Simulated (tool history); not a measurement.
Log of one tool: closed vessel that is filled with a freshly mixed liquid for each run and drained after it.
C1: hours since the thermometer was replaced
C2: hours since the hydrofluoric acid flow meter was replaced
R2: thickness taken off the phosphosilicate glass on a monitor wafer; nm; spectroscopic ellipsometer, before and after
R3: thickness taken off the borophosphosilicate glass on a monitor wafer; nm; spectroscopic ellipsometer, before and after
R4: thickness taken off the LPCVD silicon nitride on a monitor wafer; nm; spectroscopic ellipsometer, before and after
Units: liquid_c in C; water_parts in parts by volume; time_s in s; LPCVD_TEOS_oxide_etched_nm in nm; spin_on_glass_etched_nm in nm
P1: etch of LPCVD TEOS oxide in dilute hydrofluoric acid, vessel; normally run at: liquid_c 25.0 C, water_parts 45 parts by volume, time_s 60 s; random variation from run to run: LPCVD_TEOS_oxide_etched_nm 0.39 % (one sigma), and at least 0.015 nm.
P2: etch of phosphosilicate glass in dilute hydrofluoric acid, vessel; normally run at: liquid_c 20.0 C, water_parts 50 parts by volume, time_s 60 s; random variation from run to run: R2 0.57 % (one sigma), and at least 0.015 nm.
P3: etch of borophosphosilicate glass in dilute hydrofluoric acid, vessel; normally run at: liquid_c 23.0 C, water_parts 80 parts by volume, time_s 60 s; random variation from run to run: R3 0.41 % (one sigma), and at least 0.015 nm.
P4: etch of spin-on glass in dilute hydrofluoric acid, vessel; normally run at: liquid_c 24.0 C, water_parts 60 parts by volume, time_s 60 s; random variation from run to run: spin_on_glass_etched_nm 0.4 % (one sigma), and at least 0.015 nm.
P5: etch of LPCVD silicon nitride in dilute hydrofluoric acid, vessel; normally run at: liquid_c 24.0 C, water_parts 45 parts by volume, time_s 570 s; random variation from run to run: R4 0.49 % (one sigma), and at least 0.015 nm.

Run 1, hour 11.0: process P1, liquid_c 25.0 C, water_parts 45 parts by volume, time_s 60 s; C1 1128.5; C2 732.2. Result: LPCVD_TEOS_oxide_etched_nm 72.258 nm.
Run 2, hour 19.1: process P2, liquid_c 20.0 C, water_parts 85 parts by volume, time_s 60 s; C1 1136.6; C2 740.3. Result: R2 37.883 nm.
Run 3, hour 32.7: process P3, liquid_c 23.0 C, water_parts 80 parts by volume, time_s 60 s; C1 1150.2; C2 753.9. Result: R3 26.648 nm.
Run 4, hour 46.8: process P1, liquid_c 20.0 C, water_parts 70 parts by volume, time_s 60 s; C1 1164.3; C2 768.0. Result: LPCVD_TEOS_oxide_etched_nm 36.816 nm.
Run 5, hour 59.1: process P5, liquid_c 24.0 C, water_parts 45 parts by volume, time_s 570 s; C1 1176.6; C2 780.3. Result: R4 6.00440 nm.
Run 6, hour 70.4: process P2, liquid_c 20.0 C, water_parts 50 parts by volume, time_s 60 s; C1 1187.9; C2 791.6. Result: R2 66.652 nm.
Run 7, hour 77.4: process P1, liquid_c 25.0 C, water_parts 70 parts by volume, time_s 60 s; C1 1194.9; C2 798.6. Result: LPCVD_TEOS_oxide_etched_nm 45.237 nm.
Run 8, hour 90.9: process P4, liquid_c 24.0 C, water_parts 60 parts by volume, time_s 60 s; C1 1208.4; C2 812.1. Result: spin_on_glass_etched_nm 43.326 nm.
Run 9, hour 98.7: process P1, liquid_c 17.5 C, water_parts 20 parts by volume, time_s 60 s; C1 1216.2; C2 819.9. Result: LPCVD_TEOS_oxide_etched_nm 122.180 nm.
Run 10, hour 106.9: process P1, liquid_c 25.0 C, water_parts 65 parts by volume, time_s 85 s; C1 1224.4; C2 828.1. Result: LPCVD_TEOS_oxide_etched_nm 69.143 nm.
Run 11, hour 115.5: process P4, liquid_c 24.0 C, water_parts 60 parts by volume, time_s 60 s; C1 1233.0; C2 836.7. Result: spin_on_glass_etched_nm 43.309 nm.
Run 12, hour 128.9: process P1, liquid_c 25.0 C, water_parts 45 parts by volume, time_s 60 s; C1 1246.4; C2 850.1. Result: LPCVD_TEOS_oxide_etched_nm 72.362 nm.
Run 13, hour 139.3: process P1, liquid_c 25.0 C, water_parts 45 parts by volume, time_s 30 s; C1 1256.8; C2 860.5. Result: LPCVD_TEOS_oxide_etched_nm 36.441 nm.
Run 14, hour 147.0: process P4, liquid_c 24.0 C, water_parts 105 parts by volume, time_s 60 s; C1 1264.5; C2 868.2. Result: spin_on_glass_etched_nm 23.586 nm.
Run 15, hour 156.0: process P3, liquid_c 23.0 C, water_parts 80 parts by volume, time_s 90 s; C1 1273.5; C2 877.2. Result: R3 39.804 nm.
Run 16, hour 165.3: process P2, liquid_c 17.0 C, water_parts 50 parts by volume, time_s 60 s; C1 1282.8; C2 886.5. Result: R2 59.491 nm.
Run 17, hour 180.1: process P3, liquid_c 23.0 C, water_parts 80 parts by volume, time_s 60 s; C1 1297.6; C2 901.3. Result: R3 26.359 nm.
Run 18, hour 190.3: process P1, liquid_c 29.0 C, water_parts 45 parts by volume, time_s 60 s; C1 1307.8; C2 911.5. Result: LPCVD_TEOS_oxide_etched_nm 85.228 nm.
Run 19, hour 205.6: process P2, liquid_c 20.0 C, water_parts 50 parts by volume, time_s 115 s; C1 1323.1; C2 926.8. Result: R2 129.370 nm.
Run 20, hour 218.4: process P5, liquid_c 24.0 C, water_parts 45 parts by volume, time_s 40 s; C1 1335.9; C2 939.6. Result: R4 0.40245 nm.
Run 21, hour 229.2: process P5, liquid_c 31.5 C, water_parts 45 parts by volume, time_s 570 s; C1 1346.7; C2 950.4. Result: R4 9.87680 nm.
Run 22, hour 239.9: process P4, liquid_c 24.0 C, water_parts 60 parts by volume, time_s 90 s; C1 1357.4; C2 961.1. Result: spin_on_glass_etched_nm 65.592 nm.
Run 23, hour 252.7: process P4, liquid_c 17.0 C, water_parts 60 parts by volume, time_s 60 s; C1 1370.2; C2 973.9. Result: spin_on_glass_etched_nm 32.564 nm.
Run 24, hour 264.7: process P5, liquid_c 24.0 C, water_parts 70 parts by volume, time_s 570 s; C1 1382.2; C2 985.9. Result: R4 3.93420 nm.
Run 25, hour 273.1: process P1, liquid_c 25.0 C, water_parts 45 parts by volume, time_s 60 s; C1 1390.6; C2 994.3. Result: LPCVD_TEOS_oxide_etched_nm 72.755 nm.
Run 26, hour 282.0: process P1, liquid_c 25.0 C, water_parts 20 parts by volume, time_s 60 s; C1 1399.5; C2 1003.2. Result: LPCVD_TEOS_oxide_etched_nm 169.480 nm.
Run 27, hour 297.0: process P1, liquid_c 25.0 C, water_parts 45 parts by volume, time_s 60 s; C1 1414.5; C2 1018.2. Result: LPCVD_TEOS_oxide_etched_nm 72.517 nm.
Run 28, hour 306.4: process P1, liquid_c 18.5 C, water_parts 45 parts by volume, time_s 60 s; C1 1423.9; C2 1027.6. Result: LPCVD_TEOS_oxide_etched_nm 55.575 nm.
Run 29, hour 321.5: process P1, liquid_c 25.0 C, water_parts 45 parts by volume, time_s 60 s; C1 1439.0; C2 1042.7. Result: LPCVD_TEOS_oxide_etched_nm 73.048 nm.
Run 30, hour 333.8: process P3, liquid_c 30.5 C, water_parts 80 parts by volume, time_s 60 s; C1 1451.3; C2 1055.0. Result: R3 35.750 nm.
Run 31, hour 346.5: process P1, liquid_c 25.0 C, water_parts 45 parts by volume, time_s 115 s; C1 1464.0; C2 1067.7. Result: LPCVD_TEOS_oxide_etched_nm 139.260 nm.
Run 32, hour 361.7: process P1, liquid_c 25.0 C, water_parts 45 parts by volume, time_s 60 s; C1 1479.2; C2 1082.9. Result: LPCVD_TEOS_oxide_etched_nm 72.716 nm.
Run 33, hour 369.4: process P5, liquid_c 24.0 C, water_parts 45 parts by volume, time_s 570 s; C1 1486.9; C2 1090.6. Result: R4 6.02750 nm.
Run 34, hour 379.0: process P1, liquid_c 25.0 C, water_parts 45 parts by volume, time_s 60 s; C1 1496.5; C2 1100.2. Result: LPCVD_TEOS_oxide_etched_nm 72.320 nm.
Run 35, hour 388.8: process P3, liquid_c 23.0 C, water_parts 120 parts by volume, time_s 60 s; C1 1506.3; C2 1110.0. Result: R3 16.690 nm.
Run 36, hour 403.6: process P1, liquid_c 25.0 C, water_parts 45 parts by volume, time_s 60 s; C1 1521.1; C2 1124.8. Result: LPCVD_TEOS_oxide_etched_nm 72.754 nm.
Run 37, hour 413.1: process P1, liquid_c 25.0 C, water_parts 45 parts by volume, time_s 60 s; C1 1530.6; C2 1134.3. Result: LPCVD_TEOS_oxide_etched_nm 74.551 nm.
Run 38, hour 422.6: process P1, liquid_c 25.0 C, water_parts 45 parts by volume, time_s 60 s; C1 1540.1; C2 1143.8. Result: LPCVD_TEOS_oxide_etched_nm 75.256 nm.
Run 39, hour 433.6: process P1, liquid_c 25.0 C, water_parts 45 parts by volume, time_s 60 s; C1 1551.1; C2 1154.8. Result: LPCVD_TEOS_oxide_etched_nm 75.780 nm.
Run 40, hour 446.8: process P1, liquid_c 25.0 C, water_parts 45 parts by volume, time_s 60 s; C1 1564.3; C2 1168.0. Result: LPCVD_TEOS_oxide_etched_nm 76.492 nm.
Run 41, hour 460.4: process P1, liquid_c 25.0 C, water_parts 45 parts by volume, time_s 60 s; C1 1577.9; C2 1181.6. Result: LPCVD_TEOS_oxide_etched_nm 76.923 nm.
Run 42, hour 470.3: process P1, liquid_c 25.0 C, water_parts 45 parts by volume, time_s 60 s; C1 1587.8; C2 1191.5. Result: LPCVD_TEOS_oxide_etched_nm 77.058 nm.
Run 43, hour 480.6: process P1, liquid_c 25.0 C, water_parts 45 parts by volume, time_s 60 s; C1 1598.1; C2 1201.8. Result: LPCVD_TEOS_oxide_etched_nm 77.351 nm.

What P1 gives has crept away from where it was. These 2 causes fit the log equally well, each at the size given:
A: hydrofluoric acid flow above the setpoint (%) = 5.65
B: liquid hotter than its thermometer reads (K) = 1.43
The creep began at about hour 403.6.

4 check runs are offered, one wafer each, their results left as question marks. Which one tells the causes apart?
Run check 1, hour 490.9: process P4, liquid_c 24.0 C, water_parts 105 parts by volume, time_s 60 s. Result: spin_on_glass_etched_nm ?.
Run check 2, hour 490.9: process P5, liquid_c 29.5 C, water_parts 45 parts by volume, time_s 570 s. Result: R4 ?.
Run check 3, hour 490.9: process P3, liquid_c 23.0 C, water_parts 80 parts by volume, time_s 90 s. Result: R3 ?.
Run check 4, hour 490.9: process P2, liquid_c 20.0 C, water_parts 80 parts by volume, time_s 60 s. Result: R2 ?.

What each check would give under each cause:
  check                   result     if A     if B
check 1  spin_on_glass_etched_nm   25.005   24.860
check 2                       R4  9.15390  9.50980
check 3                       R3   42.227   42.115
check 4                       R2   43.078   43.044
How far apart the two closest causes lie, in the result that separates them most: check 1 0.58 %; check 2 3.81 %; check 3 0.27 %; check 4 0.08 %
Check 2 tells the causes apart: in the others they would give nearly the same result.

Then check 2 was run and gave: R4 9.15300 nm. Which cause is it?

It is A: hydrofluoric acid flow above the setpoint (%).
